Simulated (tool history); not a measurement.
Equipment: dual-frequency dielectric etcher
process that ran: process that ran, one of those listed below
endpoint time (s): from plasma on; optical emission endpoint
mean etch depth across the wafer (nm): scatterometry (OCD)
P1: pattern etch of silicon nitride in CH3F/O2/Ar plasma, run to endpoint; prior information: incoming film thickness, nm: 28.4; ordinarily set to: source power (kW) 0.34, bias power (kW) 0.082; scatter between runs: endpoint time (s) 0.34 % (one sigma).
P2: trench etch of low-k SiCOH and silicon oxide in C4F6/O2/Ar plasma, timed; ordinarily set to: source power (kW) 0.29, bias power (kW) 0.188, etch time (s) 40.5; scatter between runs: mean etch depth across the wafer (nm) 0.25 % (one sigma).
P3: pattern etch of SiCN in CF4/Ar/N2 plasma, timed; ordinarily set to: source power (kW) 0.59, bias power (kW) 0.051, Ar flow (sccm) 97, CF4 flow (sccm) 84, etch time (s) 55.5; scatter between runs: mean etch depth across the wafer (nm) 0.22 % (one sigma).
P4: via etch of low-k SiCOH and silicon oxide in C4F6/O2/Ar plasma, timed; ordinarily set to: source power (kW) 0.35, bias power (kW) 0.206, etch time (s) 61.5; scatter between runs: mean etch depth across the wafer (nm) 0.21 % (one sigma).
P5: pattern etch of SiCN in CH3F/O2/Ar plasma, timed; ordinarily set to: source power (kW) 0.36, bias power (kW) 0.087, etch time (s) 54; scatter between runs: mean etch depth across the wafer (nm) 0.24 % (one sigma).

run  hour  process that ran  source power (kW)  bias power (kW)  Ar flow (sccm)  CF4 flow (sccm)  etch time (s)  hours since the last wet clean  hours since the last source power generator calibration  hours since the last bias power generator calibration  endpoint time (s)  mean etch depth across the wafer (nm)
  1   4.2                P1               0.34            0.082                                                                           306.3                                                    612.8                                                 2902.7             41.809
  2   6.6                P3               0.59            0.035              97               84           55.5                           308.7                                                    615.2                                                 2905.1                                                    51.289
  3    12                P2               0.29            0.188                                            40.5                           314.1                                                    620.6                                                 2910.5                                                    115.72
  4  14.4                P5               0.36            0.087                                              54                           316.5                                                      623                                                 2912.9                                                    20.464
  5  17.1                P5               0.36            0.087                                              41                           319.2                                                    625.7                                                 2915.6                                                    15.616
  6  19.6                P1               0.34            0.082                                                                           321.7                                                    628.2                                                 2918.1             41.407
  7  22.5                P1               0.34            0.082                                                                           324.6                                                    631.1                                                   2921             41.837
  8  26.4                P1               0.26            0.082                                                                           328.5                                                      635                                                 2924.9             45.981
  9  30.3                P2               0.19            0.188                                            40.5                           332.4                                                    638.9                                                 2928.8                                                    98.455
 10  34.2                P5               0.36            0.067                                              54                           336.3                                                    642.8                                                 2932.7                                                    18.783
 11  38.7                P1               0.34            0.103                                                                           340.8                                                    647.3                                                 2937.2              38.21
 12  42.5                P1               0.41            0.082                                                                           344.6                                                    651.1                                                   2941             38.799
 13  46.1                P3               0.59            0.051             119               84           55.5                           348.2                                                    654.7                                                 2944.6                                                    55.511
 14  51.4                P3               0.59            0.051              97               84           55.5                           353.5                                                      660                                                 2949.9                                                    57.373
 15  56.3                P3               0.59            0.051              97               84           55.5                           358.4                                                    664.9                                                 2954.8                                                    57.205
 16  59.8                P1               0.34            0.082                                                                           361.9                                                    668.4                                                 2958.3             41.697
 17  64.7                P3               0.59            0.051              97               64           55.5                           366.8                                                    673.3                                                 2963.2                                                    54.758
 18  68.6                P4               0.35            0.206                                            61.5                           370.7                                                    677.2                                                 2967.1                                                    169.43
 19    72                P1                0.4            0.105                                                                           374.1                                                    680.6                                                 2970.5             35.796
 20  76.8                P1               0.34            0.082                                                                           378.9                                                    685.4                                                 2975.3             41.612
 21  80.7                P4               0.46            0.206                                            61.5                           382.8                                                    689.3                                                 2979.2                                                    187.99
 22  86.1                P1               0.24            0.053                                                                           388.2                                                    694.7                                                 2984.6             55.184
     86.4  -- bias power generator calibrated
 23  91.5                P5               0.28            0.087                                              54                           393.6                                                    700.1                                                    5.2                                                    18.744
 24  95.1                P4               0.35            0.206                                              81                           397.2                                                    703.7                                                    8.8                                                    223.32

What does the tool deliver on the next run?
 25  99.9                P3               0.59            0.051              97               84           43.5                             402                                                    708.5                                                   13.6                                                         ?

mean etch depth across the wafer (nm): 44.939

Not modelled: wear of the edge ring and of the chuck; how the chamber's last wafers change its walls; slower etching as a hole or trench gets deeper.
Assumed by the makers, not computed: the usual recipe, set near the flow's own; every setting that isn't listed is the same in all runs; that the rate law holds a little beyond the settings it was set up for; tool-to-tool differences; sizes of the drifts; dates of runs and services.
